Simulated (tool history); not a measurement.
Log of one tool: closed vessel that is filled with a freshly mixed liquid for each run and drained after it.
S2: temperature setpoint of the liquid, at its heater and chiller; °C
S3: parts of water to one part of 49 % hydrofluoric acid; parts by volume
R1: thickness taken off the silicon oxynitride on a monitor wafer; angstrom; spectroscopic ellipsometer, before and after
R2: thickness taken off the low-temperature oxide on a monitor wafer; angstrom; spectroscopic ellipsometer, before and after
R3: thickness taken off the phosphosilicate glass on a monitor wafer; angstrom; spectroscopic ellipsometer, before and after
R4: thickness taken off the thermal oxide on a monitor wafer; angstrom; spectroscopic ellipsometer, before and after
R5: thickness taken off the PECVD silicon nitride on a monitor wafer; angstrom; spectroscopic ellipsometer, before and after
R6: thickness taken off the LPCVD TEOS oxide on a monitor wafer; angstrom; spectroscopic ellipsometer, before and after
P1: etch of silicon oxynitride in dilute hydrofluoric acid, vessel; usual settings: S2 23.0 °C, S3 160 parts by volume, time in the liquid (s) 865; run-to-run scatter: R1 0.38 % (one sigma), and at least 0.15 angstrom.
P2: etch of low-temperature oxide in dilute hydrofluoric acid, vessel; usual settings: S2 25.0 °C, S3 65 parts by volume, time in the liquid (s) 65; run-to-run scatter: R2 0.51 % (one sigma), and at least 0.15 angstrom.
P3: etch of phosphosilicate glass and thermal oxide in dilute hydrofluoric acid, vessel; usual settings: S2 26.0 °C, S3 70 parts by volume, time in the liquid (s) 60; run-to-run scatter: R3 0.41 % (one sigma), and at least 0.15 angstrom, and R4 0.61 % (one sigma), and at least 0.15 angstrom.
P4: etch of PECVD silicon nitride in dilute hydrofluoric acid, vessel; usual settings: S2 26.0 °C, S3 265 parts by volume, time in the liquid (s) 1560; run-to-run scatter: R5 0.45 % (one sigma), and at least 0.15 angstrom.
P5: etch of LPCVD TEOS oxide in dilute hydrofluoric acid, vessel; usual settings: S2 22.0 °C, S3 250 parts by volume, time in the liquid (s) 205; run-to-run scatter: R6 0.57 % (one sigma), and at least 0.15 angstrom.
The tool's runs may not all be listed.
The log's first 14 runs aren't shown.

run 15 day=6.575 | process_that_ran=P5 S2=22.0 S3=55 time_in_the_liquid_(s)=205 | R6=1463.80
run 16 day=7.062 | process_that_ran=P5 S2=22.0 S3=250 time_in_the_liquid_(s)=205 | R6=261.66
run 17 day=7.621 | process_that_ran=P4 S2=26.0 S3=265 time_in_the_liquid_(s)=2305 | R5=383.75
run 18 day=8.279 | process_that_ran=P1 S2=23.0 S3=160 time_in_the_liquid_(s)=280 | R1=36.619
run 19 day=8.575 | process_that_ran=P5 S2=22.0 S3=250 time_in_the_liquid_(s)=305 | R6=388.06
run 20 day=8.938 | process_that_ran=P3 S2=26.0 S3=25 time_in_the_liquid_(s)=60 | R3=4532.3 R4=142.130
run 21 day=9.438 | process_that_ran=P1 S2=23.0 S3=160 time_in_the_liquid_(s)=865 | R1=112.900
run 22 day=9.808 | process_that_ran=P1 S2=23.0 S3=160 time_in_the_liquid_(s)=1490 | R1=194.920
run 23 day=10.200 | process_that_ran=P5 S2=22.0 S3=250 time_in_the_liquid_(s)=205 | R6=262.79
run 24 day=10.517 | process_that_ran=P4 S2=31.0 S3=265 time_in_the_liquid_(s)=1560 | R5=349.32
run 25 day=11.121 | process_that_ran=P1 S2=23.0 S3=160 time_in_the_liquid_(s)=865 | R1=113.650
run 26 day=11.650 | process_that_ran=P1 S2=23.0 S3=160 time_in_the_liquid_(s)=865 | R1=112.740
run 27 day=12.012 | process_that_ran=P1 S2=23.0 S3=35 time_in_the_liquid_(s)=865 | R1=566.210
run 28 day=12.633 | process_that_ran=P2 S2=25.0 S3=20 time_in_the_liquid_(s)=65 | R2=846.08
run 29 day=13.279 | process_that_ran=P1 S2=27.5 S3=160 time_in_the_liquid_(s)=865 | R1=138.980
run 30 day=13.579 | process_that_ran=P2 S2=25.0 S3=65 time_in_the_liquid_(s)=30 | R2=113.78
run 31 day=14.125 | process_that_ran=P5 S2=27.0 S3=250 time_in_the_liquid_(s)=205 | R6=314.16

The next listed run, before its measurement:
run 32 day=14.771 | process_that_ran=P2 S2=25.0 S3=65 time_in_the_liquid_(s)=65 | R2=?

R2: 242.39 angstrom

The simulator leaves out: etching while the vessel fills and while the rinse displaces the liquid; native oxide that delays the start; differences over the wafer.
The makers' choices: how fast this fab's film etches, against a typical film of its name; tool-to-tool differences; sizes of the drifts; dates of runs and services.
